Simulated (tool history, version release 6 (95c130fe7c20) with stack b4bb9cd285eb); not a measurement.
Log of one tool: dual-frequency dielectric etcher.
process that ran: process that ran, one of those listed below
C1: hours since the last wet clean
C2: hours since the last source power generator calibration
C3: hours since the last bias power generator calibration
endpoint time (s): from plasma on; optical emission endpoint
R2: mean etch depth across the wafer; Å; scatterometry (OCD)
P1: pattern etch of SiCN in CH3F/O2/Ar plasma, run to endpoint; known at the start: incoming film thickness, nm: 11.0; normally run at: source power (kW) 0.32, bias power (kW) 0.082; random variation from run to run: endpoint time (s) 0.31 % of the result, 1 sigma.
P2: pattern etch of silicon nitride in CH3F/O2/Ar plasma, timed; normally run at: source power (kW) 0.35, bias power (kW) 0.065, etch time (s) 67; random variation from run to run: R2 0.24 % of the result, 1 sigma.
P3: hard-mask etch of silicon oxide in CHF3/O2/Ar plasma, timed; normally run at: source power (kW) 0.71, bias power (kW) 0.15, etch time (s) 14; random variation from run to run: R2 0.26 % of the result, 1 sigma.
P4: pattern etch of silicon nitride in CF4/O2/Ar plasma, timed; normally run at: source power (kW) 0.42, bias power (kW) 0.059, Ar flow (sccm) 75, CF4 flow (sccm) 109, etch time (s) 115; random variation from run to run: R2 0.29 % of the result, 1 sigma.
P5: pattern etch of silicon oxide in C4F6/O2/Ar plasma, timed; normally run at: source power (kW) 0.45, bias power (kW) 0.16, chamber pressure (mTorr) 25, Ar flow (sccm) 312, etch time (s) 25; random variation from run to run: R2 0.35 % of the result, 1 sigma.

{"run": 1, "day": 0.429, "process that ran": "P1", "source power (kW)": 0.32, "bias power (kW)": 0.082, "C1": 56.4, "C2": 517.6, "C3": 1409.8, "endpoint time (s)": 30.933}
{"run": 2, "day": 0.771, "process that ran": "P2", "source power (kW)": 0.35, "bias power (kW)": 0.065, "etch time (s)": 67, "C1": 64.6, "C2": 525.8, "C3": 1418, "R2": 426.46}
{"run": 3, "day": 1.188, "process that ran": "P3", "source power (kW)": 0.48, "bias power (kW)": 0.15, "etch time (s)": 14, "C1": 74.6, "C2": 535.8, "C3": 1428, "R2": 234.74}
{"run": 4, "day": 1.683, "process that ran": "P3", "source power (kW)": 0.71, "bias power (kW)": 0.195, "etch time (s)": 14, "C1": 86.5, "C2": 547.7, "C3": 1439.9, "R2": 298.27}
{"run": 5, "day": 2.358, "process that ran": "P1", "source power (kW)": 0.32, "bias power (kW)": 0.064, "C1": 102.7, "C2": 563.9, "C3": 1456.1, "endpoint time (s)": 33.788}
{"run": 6, "day": 2.721, "process that ran": "P5", "source power (kW)": 0.28, "bias power (kW)": 0.16, "etch time (s)": 25, "chamber pressure (mTorr)": 25, "Ar flow (sccm)": 312, "C1": 111.4, "C2": 572.6, "C3": 1464.8, "R2": 679.59}
{"run": 7, "day": 3.262, "process that ran": "P1", "source power (kW)": 0.32, "bias power (kW)": 0.109, "C1": 124.4, "C2": 585.6, "C3": 1477.8, "endpoint time (s)": 27.656}
{"run": 8, "day": 3.808, "process that ran": "P3", "source power (kW)": 0.71, "bias power (kW)": 0.15, "etch time (s)": 14, "C1": 137.5, "C2": 598.7, "C3": 1490.9, "R2": 272.86}
{"run": 9, "day": 4.292, "process that ran": "P5", "source power (kW)": 0.45, "bias power (kW)": 0.16, "etch time (s)": 25, "chamber pressure (mTorr)": 25, "Ar flow (sccm)": 312, "C1": 149.1, "C2": 610.3, "C3": 1502.5, "R2": 814.21}
{"run": 10, "day": 4.625, "process that ran": "P4", "source power (kW)": 0.42, "bias power (kW)": 0.059, "etch time (s)": 115, "Ar flow (sccm)": 75, "CF4 flow (sccm)": 109, "C1": 157.1, "C2": 618.3, "C3": 1510.5, "R2": 2128.2}
{"run": 11, "day": 5.212, "process that ran": "P2", "source power (kW)": 0.35, "bias power (kW)": 0.065, "etch time (s)": 67, "C1": 171.2, "C2": 632.4, "C3": 1524.6, "R2": 425.06}
{"run": 12, "day": 5.704, "process that ran": "P1", "source power (kW)": 0.45, "bias power (kW)": 0.082, "C1": 183, "C2": 644.2, "C3": 1536.4, "endpoint time (s)": 27.128}
{"run": 13, "day": 6.004, "process that ran": "P1", "source power (kW)": 0.32, "bias power (kW)": 0.082, "C1": 190.2, "C2": 651.4, "C3": 1543.6, "endpoint time (s)": 30.721}
{"run": 14, "day": 6.542, "process that ran": "P1", "source power (kW)": 0.37, "bias power (kW)": 0.108, "C1": 203.1, "C2": 664.3, "C3": 1556.5, "endpoint time (s)": 26.212}
{"run": 15, "day": 6.921, "process that ran": "P1", "source power (kW)": 0.32, "bias power (kW)": 0.082, "C1": 212.2, "C2": 673.4, "C3": 1565.6, "endpoint time (s)": 30.597}
{"run": 16, "day": 7.225, "process that ran": "P1", "source power (kW)": 0.32, "bias power (kW)": 0.082, "C1": 219.5, "C2": 680.7, "C3": 1572.9, "endpoint time (s)": 30.719}
{"run": 17, "day": 7.529, "process that ran": "P4", "source power (kW)": 0.42, "bias power (kW)": 0.081, "etch time (s)": 115, "Ar flow (sccm)": 75, "CF4 flow (sccm)": 109, "C1": 226.8, "C2": 688, "C3": 1580.2, "R2": 2411.5}
{"run": 18, "day": 8.067, "process that ran": "P4", "source power (kW)": 0.42, "bias power (kW)": 0.059, "etch time (s)": 115, "Ar flow (sccm)": 95, "CF4 flow (sccm)": 109, "C1": 239.7, "C2": 700.9, "C3": 1593.1, "R2": 2078.6}
{"run": 19, "day": 8.471, "process that ran": "P1", "source power (kW)": 0.32, "bias power (kW)": 0.082, "C1": 249.4, "C2": 710.6, "C3": 1602.8, "endpoint time (s)": 30.885}
{"run": 20, "day": 8.838, "process that ran": "P5", "source power (kW)": 0.45, "bias power (kW)": 0.16, "etch time (s)": 36.5, "chamber pressure (mTorr)": 25, "Ar flow (sccm)": 312, "C1": 258.2, "C2": 719.4, "C3": 1611.6, "R2": 1194.1}
{"run": 21, "day": 9.454, "process that ran": "P5", "source power (kW)": 0.45, "bias power (kW)": 0.16, "etch time (s)": 25, "chamber pressure (mTorr)": 25, "Ar flow (sccm)": 182, "C1": 273, "C2": 734.2, "C3": 1626.4, "R2": 864.75}
{"run": 22, "day": 9.854, "process that ran": "P5", "source power (kW)": 0.45, "bias power (kW)": 0.201, "etch time (s)": 25, "chamber pressure (mTorr)": 25, "Ar flow (sccm)": 312, "C1": 282.6, "C2": 743.8, "C3": 1636, "R2": 878.89}
{"run": 23, "day": 10.208, "process that ran": "P1", "source power (kW)": 0.32, "bias power (kW)": 0.082, "C1": 291.1, "C2": 752.3, "C3": 1644.5, "endpoint time (s)": 30.933}
{"run": 24, "day": 10.725, "process that ran": "P2", "source power (kW)": 0.28, "bias power (kW)": 0.065, "etch time (s)": 67, "C1": 303.5, "C2": 764.7, "C3": 1656.9, "R2": 391.48}
{"run": 25, "day": 11.154, "process that ran": "P4", "source power (kW)": 0.57, "bias power (kW)": 0.059, "etch time (s)": 115, "Ar flow (sccm)": 75, "CF4 flow (sccm)": 109, "C1": 313.8, "C2": 775, "C3": 1667.2, "R2": 2775}
{"run": 26, "day": 11.5, "process that ran": "P5", "source power (kW)": 0.45, "bias power (kW)": 0.16, "etch time (s)": 25, "chamber pressure (mTorr)": 25, "Ar flow (sccm)": 312, "C1": 322.1, "C2": 783.3, "C3": 1675.5, "R2": 819.33}
{"run": 27, "day": 12.021, "process that ran": "P4", "source power (kW)": 0.42, "bias power (kW)": 0.059, "etch time (s)": 115, "Ar flow (sccm)": 75, "CF4 flow (sccm)": 144, "C1": 334.6, "C2": 795.8, "C3": 1688, "R2": 2178.7}
{"run": 28, "day": 12.658, "process that ran": "P4", "source power (kW)": 0.42, "bias power (kW)": 0.059, "etch time (s)": 166.5, "Ar flow (sccm)": 75, "CF4 flow (sccm)": 109, "C1": 349.9, "C2": 811.1, "C3": 1703.3, "R2": 3075.5}
{"run": 29, "day": 13.292, "process that ran": "P5", "source power (kW)": 0.45, "bias power (kW)": 0.16, "etch time (s)": 25, "chamber pressure (mTorr)": 29.5, "Ar flow (sccm)": 312, "C1": 365.1, "C2": 826.3, "C3": 1718.5, "R2": 806.86}
{"run": 30, "day": 13.967, "process that ran": "P2", "source power (kW)": 0.35, "bias power (kW)": 0.065, "etch time (s)": 44, "C1": 381.3, "C2": 842.5, "C3": 1734.7, "R2": 279.3}
{"run": 31, "day": 14.279, "process that ran": "P3", "source power (kW)": 0.71, "bias power (kW)": 0.15, "etch time (s)": 10.5, "C1": 388.8, "C2": 850, "C3": 1742.2, "R2": 204.64}
{"run": 32, "day": 14.729, "process that ran": "P1", "source power (kW)": 0.32, "bias power (kW)": 0.082, "C1": 399.6, "C2": 860.8, "C3": 1753, "endpoint time (s)": 30.828}
{"run": 33, "day": 15.312, "process that ran": "P1", "source power (kW)": 0.21, "bias power (kW)": 0.082, "C1": 413.6, "C2": 874.8, "C3": 1767, "endpoint time (s)": 35.932}
{"run": 34, "day": 15.904, "process that ran": "P2", "source power (kW)": 0.35, "bias power (kW)": 0.081, "etch time (s)": 67, "C1": 427.8, "C2": 889, "C3": 1781.2, "R2": 459.46}
{"run": 35, "day": 16.333, "process that ran": "P1", "source power (kW)": 0.32, "bias power (kW)": 0.082, "C1": 438.1, "C2": 899.3, "C3": 1791.5, "endpoint time (s)": 30.755}
{"run": 36, "day": 16.662, "process that ran": "P1", "source power (kW)": 0.32, "bias power (kW)": 0.082, "C1": 446, "C2": 907.2, "C3": 1799.4, "endpoint time (s)": 30.642}
{"run": 37, "day": 17.262, "process that ran": "P1", "source power (kW)": 0.32, "bias power (kW)": 0.082, "C1": 460.4, "C2": 921.6, "C3": 1813.8, "endpoint time (s)": 30.413}
{"day": 17.638, "done": "wet clean of the chamber"}
{"run": 38, "day": 17.825, "process that ran": "P1", "source power (kW)": 0.32, "bias power (kW)": 0.082, "C1": 4.6, "C2": 935.1, "C3": 1827.3, "endpoint time (s)": 30.449}
{"run": 39, "day": 18.217, "process that ran": "P1", "source power (kW)": 0.32, "bias power (kW)": 0.082, "C1": 14, "C2": 944.5, "C3": 1836.7, "endpoint time (s)": 30.218}
{"run": 40, "day": 18.771, "process that ran": "P1", "source power (kW)": 0.32, "bias power (kW)": 0.082, "C1": 27.3, "C2": 957.8, "C3": 1850, "endpoint time (s)": 30.208}
{"run": 41, "day": 19.242, "process that ran": "P1", "source power (kW)": 0.32, "bias power (kW)": 0.082, "C1": 38.6, "C2": 969.1, "C3": 1861.3, "endpoint time (s)": 30.31}

What P1 gives has crept away from where it was. These 2 causes fit the log equally well, each at the size given:
A: bias power that arrives over what is set, % = 4.35
B: source power that arrives over what is set, % = 4.33
The creep began at about day 16.333.
Why every other cause is out:
chamber walls in a state that raises the etch rate, %: serviced at day 17.638, which brought nothing back

4 check runs are offered, each on 2 wafers whose results are averaged, their results left as question marks. Which one tells the causes apart?
{"run": "check 1", "day": 19.712, "process that ran": "P4", "source power (kW)": 0.55, "bias power (kW)": 0.073, "etch time (s)": 115, "Ar flow (sccm)": 75, "CF4 flow (sccm)": 109, "R2": "?"}
{"run": "check 2", "day": 19.712, "process that ran": "P5", "source power (kW)": 0.45, "bias power (kW)": 0.19, "etch time (s)": 25, "chamber pressure (mTorr)": 25, "Ar flow (sccm)": 203, "R2": "?"}
{"run": "check 3", "day": 19.712, "process that ran": "P2", "source power (kW)": 0.35, "bias power (kW)": 0.08, "etch time (s)": 51, "R2": "?"}
{"run": "check 4", "day": 19.712, "process that ran": "P3", "source power (kW)": 0.59, "bias power (kW)": 0.15, "etch time (s)": 14, "R2": "?"}

What each check would give under each cause:
check=check_1 result=R2 if_A=2964.1 if_B=3025.3
check=check_2 result=R2 if_A=915.73 if_B=918.44
check=check_3 result=R2 if_A=353.27 if_B=353.55
check=check_4 result=R2 if_A=257.34 if_B=257.99
How far apart the two closest causes lie, in the result that separates them most: check 1 2.04 %; check 2 0.3 %; check 3 0.08 %; check 4 0.25 %
Only check 1 tells the causes apart: in the others they would give nearly the same result.

Then check 1 was run and gave: R2 3025.6 Å. Which cause is it?

It is B: source power that arrives over what is set, %.

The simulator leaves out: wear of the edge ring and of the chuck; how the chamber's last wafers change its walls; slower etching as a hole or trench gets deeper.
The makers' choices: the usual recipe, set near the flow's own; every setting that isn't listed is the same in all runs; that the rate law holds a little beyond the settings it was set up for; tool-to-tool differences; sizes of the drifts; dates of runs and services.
